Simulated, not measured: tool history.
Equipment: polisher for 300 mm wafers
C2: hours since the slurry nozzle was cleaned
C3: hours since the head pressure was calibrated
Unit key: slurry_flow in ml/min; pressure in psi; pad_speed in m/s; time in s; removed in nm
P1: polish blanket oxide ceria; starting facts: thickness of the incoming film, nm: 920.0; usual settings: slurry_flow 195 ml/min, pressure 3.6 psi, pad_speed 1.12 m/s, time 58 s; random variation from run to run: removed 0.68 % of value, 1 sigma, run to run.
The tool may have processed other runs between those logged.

{"run": 1, "hour": 17.5, "slurry_flow": 195, "pressure": 3.6, "pad_speed": 1.12, "time": 58, "wafers polished on this pad": 739, "C2": 355.9, "C3": 208.1, "removed": 367.74}
{"run": 2, "hour": 35.4, "slurry_flow": 195, "pressure": 2.2, "pad_speed": 1.12, "time": 31, "wafers polished on this pad": 982, "C2": 373.8, "C3": 226, "removed": 119.18}
{"run": 3, "hour": 44.1, "slurry_flow": 300, "pressure": 3.6, "pad_speed": 1.12, "time": 58, "wafers polished on this pad": 1100, "C2": 382.5, "C3": 234.7, "removed": 380.33}
{"run": 4, "hour": 57.9, "slurry_flow": 195, "pressure": 3.6, "pad_speed": 1.78, "time": 58, "wafers polished on this pad": 1287, "C2": 396.3, "C3": 248.5, "removed": 579.69}
{"run": 5, "hour": 67.6, "slurry_flow": 195, "pressure": 3.6, "pad_speed": 1.12, "time": 76, "wafers polished on this pad": 1419, "C2": 406, "C3": 258.2, "removed": 479.18}
{"run": 6, "hour": 80.1, "slurry_flow": 195, "pressure": 5.6, "pad_speed": 1.12, "time": 58, "wafers polished on this pad": 1589, "C2": 418.5, "C3": 270.7, "removed": 567.2}
{"run": 7, "hour": 98.0, "slurry_flow": 195, "pressure": 2.4, "pad_speed": 1.12, "time": 79, "wafers polished on this pad": 1832, "C2": 436.4, "C3": 288.6, "removed": 331.31}
{"run": 8, "hour": 110.7, "slurry_flow": 195, "pressure": 1.6, "pad_speed": 1.12, "time": 58, "wafers polished on this pad": 2005, "C2": 449.1, "C3": 301.3, "removed": 163.9}
{"run": 9, "hour": 123.6, "slurry_flow": 195, "pressure": 3.6, "pad_speed": 1.12, "time": 30, "wafers polished on this pad": 2180, "C2": 462, "C3": 314.2, "removed": 188.92}
{"run": 10, "hour": 136.5, "slurry_flow": 195, "pressure": 1.8, "pad_speed": 0.68, "time": 58, "wafers polished on this pad": 2355, "C2": 474.9, "C3": 327.1, "removed": 110.96}
{"hour": 141.1, "done": "head pressure recalibrated"}
{"run": 11, "hour": 146.5, "slurry_flow": 195, "pressure": 3.6, "pad_speed": 1.12, "time": 58, "wafers polished on this pad": 2491, "C2": 484.9, "C3": 5.5, "removed": 367.83}
{"run": 12, "hour": 163.8, "slurry_flow": 195, "pressure": 3.6, "pad_speed": 1.12, "time": 58, "wafers polished on this pad": 2726, "C2": 502.2, "C3": 22.8, "removed": 369.33}
{"run": 13, "hour": 174.8, "slurry_flow": 120, "pressure": 3.6, "pad_speed": 1.12, "time": 58, "wafers polished on this pad": 2875, "C2": 513.2, "C3": 33.8, "removed": 337.22}
{"run": 14, "hour": 189.8, "slurry_flow": 195, "pressure": 3.6, "pad_speed": 0.76, "time": 58, "wafers polished on this pad": 3079, "C2": 528.2, "C3": 48.8, "removed": 246.31}
{"run": 15, "hour": 207.5, "slurry_flow": 195, "pressure": 3.6, "pad_speed": 1.12, "time": 58, "wafers polished on this pad": 3319, "C2": 545.9, "C3": 66.5, "removed": 365.92}
{"run": 16, "hour": 218.6, "slurry_flow": 195, "pressure": 3.6, "pad_speed": 1.12, "time": 58, "wafers polished on this pad": 3470, "C2": 557, "C3": 77.6, "removed": 365.85}
{"run": 17, "hour": 229.3, "slurry_flow": 195, "pressure": 3.6, "pad_speed": 1.12, "time": 58, "wafers polished on this pad": 3615, "C2": 567.7, "C3": 88.3, "removed": 362.96}
{"run": 18, "hour": 240.4, "slurry_flow": 195, "pressure": 3.6, "pad_speed": 1.12, "time": 58, "wafers polished on this pad": 3766, "C2": 578.8, "C3": 99.4, "removed": 355.4}
{"run": 19, "hour": 252.3, "slurry_flow": 195, "pressure": 3.6, "pad_speed": 1.12, "time": 58, "wafers polished on this pad": 3928, "C2": 590.7, "C3": 111.3, "removed": 351.8}
{"run": 20, "hour": 262.5, "slurry_flow": 195, "pressure": 3.6, "pad_speed": 1.12, "time": 58, "wafers polished on this pad": 4066, "C2": 600.9, "C3": 121.5, "removed": 348.34}
{"run": 21, "hour": 272.9, "slurry_flow": 195, "pressure": 3.6, "pad_speed": 1.12, "time": 58, "wafers polished on this pad": 4208, "C2": 611.3, "C3": 131.9, "removed": 342.06}
{"run": 22, "hour": 281.1, "slurry_flow": 195, "pressure": 3.6, "pad_speed": 1.12, "time": 58, "wafers polished on this pad": 4319, "C2": 619.5, "C3": 140.1, "removed": 341.12}
{"hour": 283.1, "done": "head pressure recalibrated"}
{"run": 23, "hour": 298.7, "slurry_flow": 195, "pressure": 3.6, "pad_speed": 1.12, "time": 58, "wafers polished on this pad": 4558, "C2": 637.1, "C3": 15.7, "removed": 343.64}
{"run": 24, "hour": 312.2, "slurry_flow": 195, "pressure": 3.6, "pad_speed": 1.12, "time": 58, "wafers polished on this pad": 4741, "C2": 650.6, "C3": 29.2, "removed": 337.54}

Compared with where it was, what P1 gives has crept away. Each cause listed below fits the log as well as the rest, at the size given for it:
A: slurry flow missing at the pad, % = 34.7
B: removal rate lost through wear of the pad, % = 6.85
The onset of the drift is placed at about hour 218.6.
Every other cause this tool's parts could produce, and why it does not fit the log:
head's pressure below its setpoint, %: was serviced at hour 283.1, once the creep was under way, yet the earlier output never came back

Consider the 4 check runs below, whose results appear as question marks and each of which averages 5 wafers. Which one distinguishes the causes, in that each cause would give it a clearly different result?
{"run": "check 1", "hour": 325.7, "slurry_flow": 195, "pressure": 3.6, "pad_speed": 0.8, "time": 35, "removed": "?"}
{"run": "check 2", "hour": 325.7, "slurry_flow": 195, "pressure": 4.6, "pad_speed": 1.74, "time": 58, "removed": "?"}
{"run": "check 3", "hour": 325.7, "slurry_flow": 290, "pressure": 3.6, "pad_speed": 1.12, "time": 58, "removed": "?"}
{"run": "check 4", "hour": 325.7, "slurry_flow": 195, "pressure": 1.8, "pad_speed": 1.12, "time": 58, "removed": "?"}

What each check would give under each cause:
check=check_1 result=removed if_A=147.25 if_B=147.24
check=check_2 result=removed if_A=678.17 if_B=678.13
check=check_3 result=removed if_A=365.25 if_B=357.28
check=check_4 result=removed if_A=170.81 if_B=170.8
Smallest distance between any two causes, each pair judged by its most separating result, in per cent: check 1 0.01 %; check 2 0.01 %; check 3 2.21 %; check 4 0.01 %
Of the check runs offered, only check 3 discriminates between the causes; the rest would read about the same regardless of which cause applies.

Running check 3 produced the following: removed 366.89 nm. Which one of the listed causes fits?

The cause is A: slurry flow missing at the pad, %.
